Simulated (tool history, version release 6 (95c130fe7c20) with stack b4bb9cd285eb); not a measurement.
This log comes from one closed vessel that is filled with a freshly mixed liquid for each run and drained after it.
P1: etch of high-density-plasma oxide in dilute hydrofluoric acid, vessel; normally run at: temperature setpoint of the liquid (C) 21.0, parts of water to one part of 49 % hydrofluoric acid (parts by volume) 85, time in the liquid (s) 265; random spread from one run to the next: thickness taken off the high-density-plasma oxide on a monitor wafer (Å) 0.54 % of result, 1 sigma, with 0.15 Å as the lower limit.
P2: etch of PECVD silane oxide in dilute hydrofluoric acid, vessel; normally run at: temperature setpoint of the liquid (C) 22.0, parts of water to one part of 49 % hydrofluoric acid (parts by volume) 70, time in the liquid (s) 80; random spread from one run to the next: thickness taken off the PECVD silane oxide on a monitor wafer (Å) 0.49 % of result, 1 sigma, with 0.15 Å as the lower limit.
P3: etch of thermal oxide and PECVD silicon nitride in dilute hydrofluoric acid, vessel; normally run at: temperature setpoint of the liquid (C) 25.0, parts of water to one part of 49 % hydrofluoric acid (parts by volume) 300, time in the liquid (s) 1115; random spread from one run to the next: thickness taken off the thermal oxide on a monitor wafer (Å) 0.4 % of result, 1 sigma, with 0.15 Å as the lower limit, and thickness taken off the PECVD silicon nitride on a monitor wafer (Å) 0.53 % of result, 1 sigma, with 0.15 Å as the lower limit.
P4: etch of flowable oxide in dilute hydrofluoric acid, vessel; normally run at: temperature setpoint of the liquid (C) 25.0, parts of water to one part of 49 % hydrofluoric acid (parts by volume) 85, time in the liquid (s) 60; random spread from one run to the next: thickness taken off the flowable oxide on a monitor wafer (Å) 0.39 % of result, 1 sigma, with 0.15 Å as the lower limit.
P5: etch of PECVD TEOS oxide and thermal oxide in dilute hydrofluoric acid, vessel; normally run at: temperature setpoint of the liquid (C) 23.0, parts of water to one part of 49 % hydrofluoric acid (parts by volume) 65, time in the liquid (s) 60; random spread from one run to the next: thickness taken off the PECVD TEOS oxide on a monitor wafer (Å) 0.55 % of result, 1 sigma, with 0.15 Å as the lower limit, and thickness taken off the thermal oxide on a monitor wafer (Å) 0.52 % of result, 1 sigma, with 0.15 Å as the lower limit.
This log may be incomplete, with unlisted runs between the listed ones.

| run | hour | process that ran | temperature setpoint of the liquid (C) | parts of water to one part of 49 % hydrofluoric acid (parts by volume) | time in the liquid (s) | thickness taken off the high-density-plasma oxide on a monitor wafer (Å) | thickness taken off the flowable oxide on a monitor wafer (Å) | thickness taken off the PECVD TEOS oxide on a monitor wafer (Å) | thickness taken off the thermal oxide on a monitor wafer (Å) | thickness taken off the PECVD silicon nitride on a monitor wafer (Å) | thickness taken off the PECVD silane oxide on a monitor wafer (Å) |
|---|---|---|---|---|---|---|---|---|---|---|---|
| 1 | 3.8 | P1 | 21.0 | 85 | 265 | 171.840 |  |  |  |  |  |
| 2 | 7.4 | P1 | 17.0 | 85 | 265 | 146.080 |  |  |  |  |  |
| 3 | 11.9 | P4 | 25.0 | 85 | 100 |  | 385.60 |  |  |  |  |
| 4 | 14.4 | P1 | 21.0 | 85 | 265 | 171.170 |  |  |  |  |  |
| 5 | 19.1 | P5 | 23.0 | 65 | 30 |  |  | 94.399 | 21.154 |  |  |
| 6 | 23.5 | P4 | 25.0 | 85 | 60 |  | 232.38 |  |  |  |  |
| 7 | 28.1 | P3 | 25.0 | 155 | 1115 |  |  |  | 344.700 | 343.37 |  |
| 8 | 31.8 | P1 | 29.0 | 85 | 265 | 236.270 |  |  |  |  |  |
| 9 | 34.9 | P1 | 21.0 | 125 | 265 | 112.280 |  |  |  |  |  |
| 10 | 38.9 | P1 | 21.0 | 85 | 265 | 171.280 |  |  |  |  |  |
| 11 | 42.1 | P1 | 17.5 | 85 | 500 | 280.930 |  |  |  |  |  |
| 12 | 45.8 | P4 | 17.5 | 85 | 60 |  | 171.16 |  |  |  |  |
| 13 | 49.0 | P1 | 21.0 | 85 | 265 | 172.650 |  |  |  |  |  |
| 14 | 53.4 | P2 | 22.0 | 120 | 80 |  |  |  |  |  | 183.78 |
| 15 | 57.6 | P3 | 25.0 | 300 | 1115 |  |  |  | 152.020 | 176.74 |  |
| 16 | 60.7 | P1 | 21.0 | 85 | 125 | 80.504 |  |  |  |  |  |
| 17 | 64.8 | P1 | 21.0 | 25 | 265 | 632.080 |  |  |  |  |  |
| 18 | 67.9 | P1 | 21.0 | 85 | 505 | 326.030 |  |  |  |  |  |
| 19 | 70.7 | P5 | 23.0 | 65 | 60 |  |  | 190.880 | 43.124 |  |  |
| 20 | 74.3 | P3 | 25.0 | 300 | 2090 |  |  |  | 284.220 | 333.02 |  |
| 21 | 78.0 | P2 | 22.0 | 70 | 80 |  |  |  |  |  | 337.90 |
| 22 | 80.8 | P5 | 23.0 | 65 | 60 |  |  | 191.480 | 42.628 |  |  |
| 23 | 83.7 | P3 | 25.0 | 300 | 1115 |  |  |  | 151.220 | 176.09 |  |
| 24 | 86.2 | P4 | 25.0 | 85 | 60 |  | 230.46 |  |  |  |  |
| 25 | 88.9 | P5 | 17.0 | 65 | 60 |  |  | 149.150 | 33.093 |  |  |
| 26 | 91.1 | P1 | 17.0 | 40 | 265 | 326.410 |  |  |  |  |  |
| 27 | 95.4 | P1 | 17.0 | 85 | 140 | 76.805 |  |  |  |  |  |

Run 28 is up next; what results do you expect?
| 28 | 98.5 | P2 | 17.0 | 70 | 80 |  |  |  |  |  | ? |

thickness taken off the PECVD silane oxide on a monitor wafer (Å): 274.11

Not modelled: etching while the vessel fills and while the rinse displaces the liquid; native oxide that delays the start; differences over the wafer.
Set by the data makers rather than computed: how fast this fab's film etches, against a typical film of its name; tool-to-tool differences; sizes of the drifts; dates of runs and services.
